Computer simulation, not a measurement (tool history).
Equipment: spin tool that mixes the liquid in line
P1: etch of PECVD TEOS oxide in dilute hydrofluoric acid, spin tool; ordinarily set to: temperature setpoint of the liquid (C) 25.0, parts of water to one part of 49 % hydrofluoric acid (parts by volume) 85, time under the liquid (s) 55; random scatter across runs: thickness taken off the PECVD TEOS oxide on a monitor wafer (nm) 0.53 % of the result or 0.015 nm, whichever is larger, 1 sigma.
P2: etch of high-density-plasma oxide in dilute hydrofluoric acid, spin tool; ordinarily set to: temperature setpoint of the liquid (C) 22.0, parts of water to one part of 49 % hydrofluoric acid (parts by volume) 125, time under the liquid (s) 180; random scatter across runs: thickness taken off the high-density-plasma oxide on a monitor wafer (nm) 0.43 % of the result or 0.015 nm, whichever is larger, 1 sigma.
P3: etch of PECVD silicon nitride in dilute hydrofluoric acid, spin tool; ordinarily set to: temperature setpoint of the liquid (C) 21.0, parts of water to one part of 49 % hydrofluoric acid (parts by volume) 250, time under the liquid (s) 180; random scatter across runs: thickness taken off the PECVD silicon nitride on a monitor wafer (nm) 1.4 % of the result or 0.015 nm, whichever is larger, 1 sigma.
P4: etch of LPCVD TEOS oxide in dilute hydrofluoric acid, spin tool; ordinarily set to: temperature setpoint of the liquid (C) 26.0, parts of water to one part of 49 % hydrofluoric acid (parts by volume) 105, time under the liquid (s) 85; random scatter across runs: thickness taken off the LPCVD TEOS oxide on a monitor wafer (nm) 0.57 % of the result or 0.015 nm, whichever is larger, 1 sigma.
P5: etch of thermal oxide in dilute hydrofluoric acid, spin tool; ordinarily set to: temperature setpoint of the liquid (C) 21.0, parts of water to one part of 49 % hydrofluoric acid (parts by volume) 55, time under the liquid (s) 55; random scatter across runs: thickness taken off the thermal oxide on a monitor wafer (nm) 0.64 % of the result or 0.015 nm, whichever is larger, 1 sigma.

| run | day | process that ran | temperature setpoint of the liquid (C) | parts of water to one part of 49 % hydrofluoric acid (parts by volume) | time under the liquid (s) | hours since the thermometer was replaced | hours since the hydrofluoric acid flow meter was replaced | thickness taken off the PECVD TEOS oxide on a monitor wafer (nm) | thickness taken off the thermal oxide on a monitor wafer (nm) | thickness taken off the PECVD silicon nitride on a monitor wafer (nm) | thickness taken off the high-density-plasma oxide on a monitor wafer (nm) | thickness taken off the LPCVD TEOS oxide on a monitor wafer (nm) |
|---|---|---|---|---|---|---|---|---|---|---|---|---|
| 1 | 0.317 | P1 | 25.0 | 85 | 55 | 980.4 | 964.7 | 11.8750 |  |  |  |  |
| 2 | 0.788 | P1 | 25.0 | 85 | 55 | 991.7 | 976.0 | 11.7570 |  |  |  |  |
| 3 | 1.338 | P5 | 21.0 | 55 | 55 | 1004.9 | 989.2 |  | 4.3028 |  |  |  |
| 4 | 1.942 | P1 | 25.0 | 85 | 15 | 1019.4 | 1003.7 | 3.2272 |  |  |  |  |
| 5 | 2.388 | P1 | 25.0 | 85 | 100 | 1030.1 | 1014.4 | 21.4220 |  |  |  |  |
| 6 | 2.908 | P3 | 21.0 | 250 | 320 | 1042.6 | 1026.9 |  |  | 3.6857 |  |  |
| 7 | 3.267 | P1 | 25.0 | 85 | 55 | 1051.2 | 1035.5 | 11.7720 |  |  |  |  |
| 8 | 3.650 | P3 | 21.0 | 435 | 180 | 1060.4 | 1044.7 |  |  | 1.1869 |  |  |
| 9 | 4.242 | P2 | 22.0 | 125 | 65 | 1074.6 | 1058.9 |  |  |  | 4.5272 |  |
| 10 | 4.692 | P1 | 25.0 | 25 | 55 | 1085.4 | 1069.7 | 43.4980 |  |  |  |  |
| 11 | 5.292 | P1 | 25.0 | 85 | 55 | 1099.8 | 1084.1 | 11.7930 |  |  |  |  |
| 12 | 5.725 | P1 | 21.5 | 85 | 55 | 1110.2 | 1094.5 | 10.2080 |  |  |  |  |
| 13 | 6.358 | P2 | 26.5 | 125 | 180 | 1125.4 | 1109.7 |  |  |  | 15.0300 |  |
| 14 | 6.854 | P2 | 22.0 | 125 | 180 | 1137.3 | 1121.6 |  |  |  | 12.7980 |  |
| 15 | 7.433 | P5 | 21.0 | 55 | 15 | 1151.2 | 1135.5 |  | 1.1589 |  |  |  |
| 16 | 7.942 | P5 | 17.0 | 55 | 55 | 1163.4 | 1147.7 |  | 3.6533 |  |  |  |
| 17 | 8.312 | P4 | 26.0 | 105 | 40 | 1172.3 | 1156.6 |  |  |  |  | 16.687 |
| 18 | 8.600 | P1 | 19.0 | 35 | 55 | 1179.2 | 1163.5 | 23.7420 |  |  |  |  |
| 19 | 9.154 | P1 | 25.0 | 120 | 55 | 1192.5 | 1176.8 | 7.9385 |  |  |  |  |
| 20 | 9.721 | P4 | 26.0 | 105 | 85 | 1206.1 | 1190.4 |  |  |  |  | 35.515 |
|  | 9.979 | hydrofluoric acid flow meter replaced |
| 21 | 10.283 | P1 | 32.5 | 85 | 55 | 1219.6 | 7.3 | 15.9450 |  |  |  |  |
| 22 | 10.575 | P1 | 25.0 | 135 | 25 | 1226.6 | 14.3 | 3.1825 |  |  |  |  |

Run 23 has not been measured yet. What should we expect?
| 23 | 11.054 | P1 | 25.0 | 30 | 15 | 1238.1 | 25.8 | ? |  |  |  |  |

thickness taken off the PECVD TEOS oxide on a monitor wafer (nm): 9.7740

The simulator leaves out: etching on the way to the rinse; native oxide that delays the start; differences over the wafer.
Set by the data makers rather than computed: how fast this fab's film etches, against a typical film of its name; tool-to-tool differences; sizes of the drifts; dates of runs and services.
